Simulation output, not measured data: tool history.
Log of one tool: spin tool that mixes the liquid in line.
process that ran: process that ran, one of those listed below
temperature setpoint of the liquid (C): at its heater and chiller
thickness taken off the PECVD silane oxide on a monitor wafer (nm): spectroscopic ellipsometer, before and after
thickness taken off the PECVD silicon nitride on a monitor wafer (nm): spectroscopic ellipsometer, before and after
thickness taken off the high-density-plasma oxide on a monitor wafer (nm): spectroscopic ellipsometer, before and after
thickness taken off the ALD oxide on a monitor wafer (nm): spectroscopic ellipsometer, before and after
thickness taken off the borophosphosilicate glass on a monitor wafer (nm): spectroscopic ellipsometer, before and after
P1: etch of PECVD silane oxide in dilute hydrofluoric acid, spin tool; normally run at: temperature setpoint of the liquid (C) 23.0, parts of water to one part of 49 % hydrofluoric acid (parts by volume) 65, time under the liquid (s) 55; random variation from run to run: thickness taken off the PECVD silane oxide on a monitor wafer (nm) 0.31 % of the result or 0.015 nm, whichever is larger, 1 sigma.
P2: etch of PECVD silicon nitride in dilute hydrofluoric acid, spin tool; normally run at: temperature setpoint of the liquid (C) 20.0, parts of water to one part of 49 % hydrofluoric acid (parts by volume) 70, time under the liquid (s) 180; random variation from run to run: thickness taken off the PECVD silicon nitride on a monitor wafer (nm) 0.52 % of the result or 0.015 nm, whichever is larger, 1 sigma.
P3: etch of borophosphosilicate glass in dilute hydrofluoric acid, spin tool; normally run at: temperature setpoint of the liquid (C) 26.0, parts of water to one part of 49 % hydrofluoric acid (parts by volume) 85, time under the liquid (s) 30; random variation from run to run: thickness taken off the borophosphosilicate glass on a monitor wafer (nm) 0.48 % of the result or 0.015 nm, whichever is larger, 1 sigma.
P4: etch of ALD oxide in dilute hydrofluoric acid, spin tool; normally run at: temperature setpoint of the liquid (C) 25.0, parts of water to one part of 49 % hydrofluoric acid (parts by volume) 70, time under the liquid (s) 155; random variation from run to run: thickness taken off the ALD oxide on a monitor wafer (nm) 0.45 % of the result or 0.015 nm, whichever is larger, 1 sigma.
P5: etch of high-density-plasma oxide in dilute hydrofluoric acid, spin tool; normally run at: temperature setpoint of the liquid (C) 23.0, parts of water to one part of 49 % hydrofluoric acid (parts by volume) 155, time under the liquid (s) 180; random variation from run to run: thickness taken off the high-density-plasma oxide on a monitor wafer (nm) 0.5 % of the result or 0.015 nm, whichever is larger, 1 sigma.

run	hour	process that ran	temperature setpoint of the liquid (C)	parts of water to one part of 49 % hydrofluoric acid (parts by volume)	time under the liquid (s)	hours since the thermometer was replaced	hours since the hydrofluoric acid flow meter was replaced	thickness taken off the PECVD silane oxide on a monitor wafer (nm)	thickness taken off the PECVD silicon nitride on a monitor wafer (nm)	thickness taken off the high-density-plasma oxide on a monitor wafer (nm)	thickness taken off the ALD oxide on a monitor wafer (nm)	thickness taken off the borophosphosilicate glass on a monitor wafer (nm)
1	13.0	P1	23.0	65	55	710.9	991.2	22.5210				
2	22.7	P2	20.0	70	180	720.6	1000.9		6.7428			
3	30.6	P1	23.0	65	55	728.5	1008.8	22.5220				
4	44.1	P5	31.0	155	180	742.0	1022.3			7.1765		
5	61.0	P4	19.5	70	155	758.9	1039.2				30.2620	
6	71.9	P1	23.0	65	55	769.8	1050.1	22.5190				
7	83.5	P1	18.0	115	55	781.4	1061.7	9.7383				
8	97.4	P1	23.0	90	85	795.3	1075.6	24.4210				
9	114.6	P4	25.0	70	155	812.5	1092.8				37.9520	
10	127.9	P1	31.0	65	55	825.8	1106.1	31.0580				
11	142.7	P1	30.0	90	55	840.6	1120.9	20.7510				
12	150.4	P2	20.0	70	285	848.3	1128.6		10.7560			
13	165.0	P3	26.0	85	15	862.9	1143.2					11.667
14	180.5	P2	17.0	70	180	878.4	1158.7		5.4304			
15	195.9	P1	23.0	65	90	893.8	1174.1	36.6770				
16	206.3	P1	23.0	65	15	904.2	1184.5	6.1271				
17	219.1	P5	23.0	255	180	917.0	1197.3			2.9420		
18	230.4	P2	20.0	30	180	928.3	1208.6		15.3270			
19	242.8	P1	18.5	65	55	940.7	1221.0	18.6810				
20	250.8	P1	23.0	40	55	948.7	1229.0	37.7570				
21	266.8	P3	18.0	85	30	964.7	1245.0					16.638
22	276.8	P4	25.0	70	15	974.7	1255.0				3.6832	
23	293.7	P4	25.0	30	155	991.6	1271.9				92.7420	
24	307.2	P1	23.0	110	55	1005.1	1285.4	12.5570				
25	318.2	P1	23.0	65	55	1016.1	1296.4	22.6120				
26	327.4	P5	23.0	155	340	1025.3	1305.6			10.0390		
27	341.4	P1	23.0	65	55	1039.3	1319.6	22.5330				
28	352.5	P3	26.0	85	30	1050.4	1330.7					23.209
29	368.0	P5	23.0	155	180	1065.9	1346.2			5.2908		
30	381.4	P3	26.0	85	30	1079.3	1359.6					23.351
31	390.2	P1	23.0	65	55	1088.1	1368.4	22.5440				
32	402.4	P4	25.0	70	155	1100.3	1380.6				37.8670	
33	412.7	P2	20.0	70	180	1110.6	1390.9		6.7528			
34	423.2	P3	26.0	130	30	1121.1	1401.4					14.212
35	439.2	P5	23.0	155	180	1137.1	1417.4			5.3210		
36	456.5	P1	23.0	65	55	1154.4	1434.7	22.5790				
37	471.7	P1	23.0	65	55	1169.6	1449.9	21.7740				
38	480.6	P1	23.0	65	55	1178.5	1458.8	21.4970				
39	492.8	P1	23.0	65	55	1190.7	1471.0	21.1190				
40	501.4	P1	23.0	65	55	1199.3	1479.6	21.0030				
41	515.1	P1	23.0	65	55	1213.0	1493.3	20.9150				
42	529.9	P1	23.0	65	55	1227.8	1508.1	20.7180				
43	537.5	P1	23.0	65	55	1235.4	1515.7	20.7010				
44	551.2	P1	23.0	65	55	1249.1	1529.4	20.5830				
45	560.8	P1	23.0	65	55	1258.7	1539.0	20.5160				
46	576.3	P1	23.0	65	55	1274.2	1554.5	20.4840				
47	593.1	P1	23.0	65	55	1291.0	1571.3	20.5020				

What P1 gives has crept away from where it was. These 2 causes fit the log equally well, each at the size given:
A: liquid colder than its thermometer reads (K) = 2.3
B: hydrofluoric acid flow below the setpoint (%) = 8.38
The creep began at about hour 456.5.

4 check runs are offered, one wafer each, their results left as question marks. Which one tells the causes apart?
check 1	609.9	P3	26.0	85	30							?
check 2	609.9	P5	23.0	155	180					?		
check 3	609.9	P4	25.0	70	155						?	
check 4	609.9	P2	20.0	70	180				?			

What each check would give under each cause:
check	result	if A	if B
check 1	thickness taken off the borophosphosilicate glass on a monitor wafer (nm)	21.158	21.027
check 2	thickness taken off the high-density-plasma oxide on a monitor wafer (nm)	4.8875	4.8217
check 3	thickness taken off the ALD oxide on a monitor wafer (nm)	34.5100	34.4210
check 4	thickness taken off the PECVD silicon nitride on a monitor wafer (nm)	5.7405	6.1847
How far apart the two closest causes lie, in the result that separates them most: check 1 0.62 %; check 2 1.36 %; check 3 0.26 %; check 4 7.45 %
Only check 4 tells the causes apart: in the others they would give nearly the same result.

Then check 4 was run and gave: thickness taken off the PECVD silicon nitride on a monitor wafer (nm) 5.7518. Which cause is it?

It is A: liquid colder than its thermometer reads (K).
